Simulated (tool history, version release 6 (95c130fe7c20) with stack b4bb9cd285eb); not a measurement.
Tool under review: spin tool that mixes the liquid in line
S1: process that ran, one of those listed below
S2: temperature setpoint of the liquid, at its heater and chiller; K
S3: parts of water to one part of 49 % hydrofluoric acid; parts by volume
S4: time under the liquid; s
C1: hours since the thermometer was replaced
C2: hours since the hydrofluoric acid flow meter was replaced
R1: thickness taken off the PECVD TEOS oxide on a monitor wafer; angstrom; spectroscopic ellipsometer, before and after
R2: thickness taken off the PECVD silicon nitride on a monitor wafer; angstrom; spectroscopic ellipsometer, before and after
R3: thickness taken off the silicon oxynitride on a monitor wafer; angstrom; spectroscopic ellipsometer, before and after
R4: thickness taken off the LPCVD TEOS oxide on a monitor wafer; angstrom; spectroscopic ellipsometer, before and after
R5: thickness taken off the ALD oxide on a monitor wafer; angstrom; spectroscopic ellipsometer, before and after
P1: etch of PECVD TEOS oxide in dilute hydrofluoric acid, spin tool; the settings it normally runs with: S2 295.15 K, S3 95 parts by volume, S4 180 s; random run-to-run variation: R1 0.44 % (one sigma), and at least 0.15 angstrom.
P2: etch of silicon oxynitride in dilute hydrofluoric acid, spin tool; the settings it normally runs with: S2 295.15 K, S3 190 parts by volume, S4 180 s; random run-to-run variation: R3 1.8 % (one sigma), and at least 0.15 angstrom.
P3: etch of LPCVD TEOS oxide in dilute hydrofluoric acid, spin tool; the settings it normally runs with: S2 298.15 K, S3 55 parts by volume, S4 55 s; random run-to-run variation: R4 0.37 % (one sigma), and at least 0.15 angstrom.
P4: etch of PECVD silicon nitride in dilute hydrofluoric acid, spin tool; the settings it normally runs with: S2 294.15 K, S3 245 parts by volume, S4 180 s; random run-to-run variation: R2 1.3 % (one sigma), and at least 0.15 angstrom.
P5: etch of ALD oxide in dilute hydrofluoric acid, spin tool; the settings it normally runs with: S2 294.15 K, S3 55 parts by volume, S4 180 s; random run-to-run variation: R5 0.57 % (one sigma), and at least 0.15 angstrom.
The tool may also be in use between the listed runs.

run,day,S1,S2,S3,S4,C1,C2,R1,R2,R3,R4,R5
1,0.325,P1,295.15,95,180,326.8,1019.6,167.74,,,,
2,0.629,P1,290.65,95,180,334.1,1026.9,139.32,,,,
3,0.829,P1,295.15,170,180,338.9,1031.7,85.864,,,,
4,1.121,P1,302.15,95,180,345.9,1038.7,220.4,,,,
5,1.329,P4,294.15,245,45,350.9,1043.7,,4.5797,,,
6,1.579,P2,295.15,190,300,356.9,1049.7,,,19.199,,
7,1.858,P2,295.15,95,180,363.6,1056.4,,,24.084,,
8,2.279,P3,298.15,30,55,373.7,1066.5,,,,789.13,
9,2.483,P5,299.15,55,180,378.6,1071.4,,,,,484.58
10,2.775,P2,298.65,190,180,385.6,1078.4,,,13.191,,
11,2.988,P2,295.15,190,180,390.7,1083.5,,,10.984,,
12,3.425,P1,295.15,95,180,401.2,1094,167.5,,,,
13,3.829,P1,295.15,95,180,410.9,1103.7,168.17,,,,
14,4.075,P1,295.15,45,180,416.8,1109.6,375.54,,,,
15,4.267,P1,295.15,95,180,421.4,1114.2,167.64,,,,
16,4.546,P1,295.15,95,100,428.1,1120.9,92.675,,,,
17,4.862,P1,295.15,95,180,435.7,1128.5,167.56,,,,
# day 5.125: hydrofluoric acid flow meter replaced
18,5.25,P4,302.15,245,180,445,3,,29.251,,,
19,5.588,P1,295.15,95,180,453.1,11.1,166.45,,,,
20,5.854,P1,295.15,140,15,459.5,17.5,9.1366,,,,
21,6.212,P3,298.15,55,15,468.1,26.1,,,,113.18,
22,6.633,P5,294.15,55,180,478.2,36.2,,,,,395.9
23,6.929,P3,304.65,55,55,485.3,43.3,,,,540.51,
24,7.208,P5,294.15,95,180,492,50,,,,,218.43
25,7.433,P1,295.15,150,265,497.4,55.4,146.42,,,,
26,7.858,P3,298.15,55,55,507.6,65.6,,,,418.64,
27,8.3,P1,295.15,95,300,518.2,76.2,279.86,,,,
28,8.546,P5,294.15,55,300,524.1,82.1,,,,,660.42
29,8.817,P1,295.15,95,180,530.6,88.6,167.29,,,,
30,9.162,P4,294.15,405,180,538.9,96.9,,11.201,,,
31,9.446,P1,290.65,50,180,545.7,103.7,276.7,,,,
32,9.771,P3,298.15,55,55,553.5,111.5,,,,414.84,
33,9.979,P4,294.15,245,180,558.5,116.5,,17.393,,,
34,10.425,P1,295.15,95,180,569.2,127.2,167.57,,,,
35,10.679,P1,295.15,95,180,575.3,133.3,162.42,,,,
36,11.029,P1,295.15,95,180,583.7,141.7,158.36,,,,
37,11.262,P1,295.15,95,180,589.3,147.3,156.97,,,,
38,11.575,P1,295.15,95,180,596.8,154.8,156.92,,,,
39,11.888,P1,295.15,95,180,604.3,162.3,157.14,,,,
40,12.129,P1,295.15,95,180,610.1,168.1,156.53,,,,
41,12.371,P1,295.15,95,180,615.9,173.9,154.47,,,,

What P1 gives has crept off from where it sat before. The 2 causes that follow fit the log equally well, each at the size noted:
A: hydrofluoric acid flow below the setpoint (%) = 5.99
B: liquid colder than its thermometer reads (K) = 1.69
The gradual shift began around day 10.425.

You are offered 4 check runs, listed below with question marks in place of their results; each one averages 5 wafers. Which run separates the listed causes by giving clearly different results for each?
check 1,12.612,P4,294.15,245,180,,,,?,,,
check 2,12.612,P3,298.15,55,55,,,,,,?,
check 3,12.612,P5,294.15,55,180,,,,,,,?
check 4,12.612,P2,295.15,190,180,,,,,?,,

If the cause were each of the candidates in turn, the checks would give the following:
check,result,if A,if B
check 1,R2,16.813,16.01
check 2,R4,390.24,389.16
check 3,R5,370.47,368.45
check 4,R3,10.553,10.472
Separation of the two closest causes in each check, using whichever result separates them best: check 1 4.89 %; check 2 0.28 %; check 3 0.55 %; check 4 0.77 %
Of the check runs offered, only check 1 discriminates between the causes; the rest would read about the same regardless of which cause applies.

The results of check 1 are: R2 16.099 angstrom. Based on these, which of the listed causes is it?

It was cause B: liquid colder than its thermometer reads (K).

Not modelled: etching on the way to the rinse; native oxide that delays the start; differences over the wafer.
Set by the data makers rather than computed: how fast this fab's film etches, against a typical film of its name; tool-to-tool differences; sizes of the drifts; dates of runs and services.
